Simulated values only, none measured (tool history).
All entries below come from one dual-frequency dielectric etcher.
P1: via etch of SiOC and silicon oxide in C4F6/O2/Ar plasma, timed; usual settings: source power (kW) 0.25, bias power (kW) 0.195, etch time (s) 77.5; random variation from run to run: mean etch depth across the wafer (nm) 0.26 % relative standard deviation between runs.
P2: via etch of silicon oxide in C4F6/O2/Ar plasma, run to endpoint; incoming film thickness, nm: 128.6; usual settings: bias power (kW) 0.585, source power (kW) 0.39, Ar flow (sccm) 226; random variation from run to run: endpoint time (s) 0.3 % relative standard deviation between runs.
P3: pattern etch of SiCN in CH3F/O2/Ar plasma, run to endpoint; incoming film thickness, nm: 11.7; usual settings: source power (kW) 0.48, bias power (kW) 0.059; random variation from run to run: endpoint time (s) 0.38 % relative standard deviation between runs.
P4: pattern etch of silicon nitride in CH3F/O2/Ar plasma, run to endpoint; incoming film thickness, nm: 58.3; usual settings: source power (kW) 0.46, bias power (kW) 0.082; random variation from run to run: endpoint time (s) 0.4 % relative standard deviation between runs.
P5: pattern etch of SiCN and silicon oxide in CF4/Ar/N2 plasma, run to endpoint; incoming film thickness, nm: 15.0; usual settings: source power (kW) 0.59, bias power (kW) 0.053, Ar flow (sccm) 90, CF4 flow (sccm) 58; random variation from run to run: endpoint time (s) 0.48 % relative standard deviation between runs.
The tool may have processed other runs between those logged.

run     day  process that ran  source power (kW)  bias power (kW)  etch time (s)  Ar flow (sccm)  CF4 flow (sccm)  hours since the last wet clean  hours since the last source power generator calibration  hours since the last bias power generator calibration  mean etch depth across the wafer (nm)  endpoint time (s)
  1   0.538                P1               0.25            0.195           77.5                                                            221.4                                                   1117.8                                                 1151.2                                  77.54
  2   1.204                P4               0.46            0.112                                                                           237.4                                                   1133.8                                                 1167.2                                                    68.708
  3   1.854                P4               0.33            0.082                                                                             253                                                   1149.4                                                 1182.8                                                    86.394
  4   2.412                P3               0.65            0.059                                                                           266.4                                                   1162.8                                                 1196.2                                                    27.926
  5   2.792                P1               0.25            0.195           77.5                                                            275.5                                                   1171.9                                                 1205.3                                 77.385
  6   3.125                P5               0.59            0.053                             90               58                           283.5                                                   1179.9                                                 1213.3                                                    15.435
  7   3.804                P2               0.39            0.585                            226                                            299.8                                                   1196.2                                                 1229.6                                                    25.782
  8   4.262                P5               0.59            0.053                             63               58                           310.8                                                   1207.2                                                 1240.6                                                    14.416
  9   4.667                P3               0.48            0.059                                                                           320.5                                                   1216.9                                                 1250.3                                                    31.148
 10   5.367                P1               0.25            0.149           77.5                                                            337.3                                                   1233.7                                                 1267.1                                 70.823
 11    5.85                P1               0.18            0.195           77.5                                                            348.9                                                   1245.3                                                 1278.7                                 68.566
 12   6.583                P1               0.25            0.195            109                                                            366.5                                                   1262.9                                                 1296.3                                 108.76
 13   6.929                P3               0.48            0.059                                                                           374.8                                                   1271.2                                                 1304.6                                                    31.094
 14   7.258                P5               0.59            0.053                             90               78                           382.7                                                   1279.1                                                 1312.5                                                    14.662
 15   7.804                P1               0.31            0.195           77.5                                                            395.8                                                   1292.2                                                 1325.6                                 84.191
 16   8.542                P1                0.2            0.195           92.5                                                            413.5                                                   1309.9                                                 1343.3                                 85.161
      9.075  -- bias power generator calibrated
 17   9.288                P2               0.39            0.413                            226                                            431.4                                                   1327.8                                                    5.2                                                    29.266
 18   9.867                P5               0.59            0.063                             90               58                           445.3                                                   1341.7                                                   19.1                                                    14.437
 19  10.421                P1               0.25            0.195           77.5                                                            458.6                                                     1355                                                   32.4                                 77.816
 20  11.158                P2               0.39            0.585                            167                                            476.3                                                   1372.7                                                   50.1                                                    24.942
 21  11.533                P1               0.16            0.195           44.5                                                            485.3                                                   1381.7                                                   59.1                                 37.593
 22  11.996                P1               0.25            0.261           77.5                                                            496.4                                                   1392.8                                                   70.2                                 85.869
 23  12.679                P3               0.48            0.047                                                                           512.8                                                   1409.2                                                   86.6                                                    33.692
 24  13.162                P5               0.83            0.053                             90               58                           524.4                                                   1420.8                                                   98.2                                                     11.33
 25  13.879                P5               0.59            0.053                             90               58                           541.6                                                     1438                                                  115.4                                                    15.464
 26  14.538                P1               0.25            0.195           77.5                                                            557.4                                                   1453.8                                                  131.2                                 77.718

Run 27 is up next; what results do you expect?
 27  15.296                P1               0.25            0.195             58                                                            575.6                                                     1472                                                  149.4                                      ?

{"run 27": {"mean etch depth across the wafer (nm)": 58.023}}

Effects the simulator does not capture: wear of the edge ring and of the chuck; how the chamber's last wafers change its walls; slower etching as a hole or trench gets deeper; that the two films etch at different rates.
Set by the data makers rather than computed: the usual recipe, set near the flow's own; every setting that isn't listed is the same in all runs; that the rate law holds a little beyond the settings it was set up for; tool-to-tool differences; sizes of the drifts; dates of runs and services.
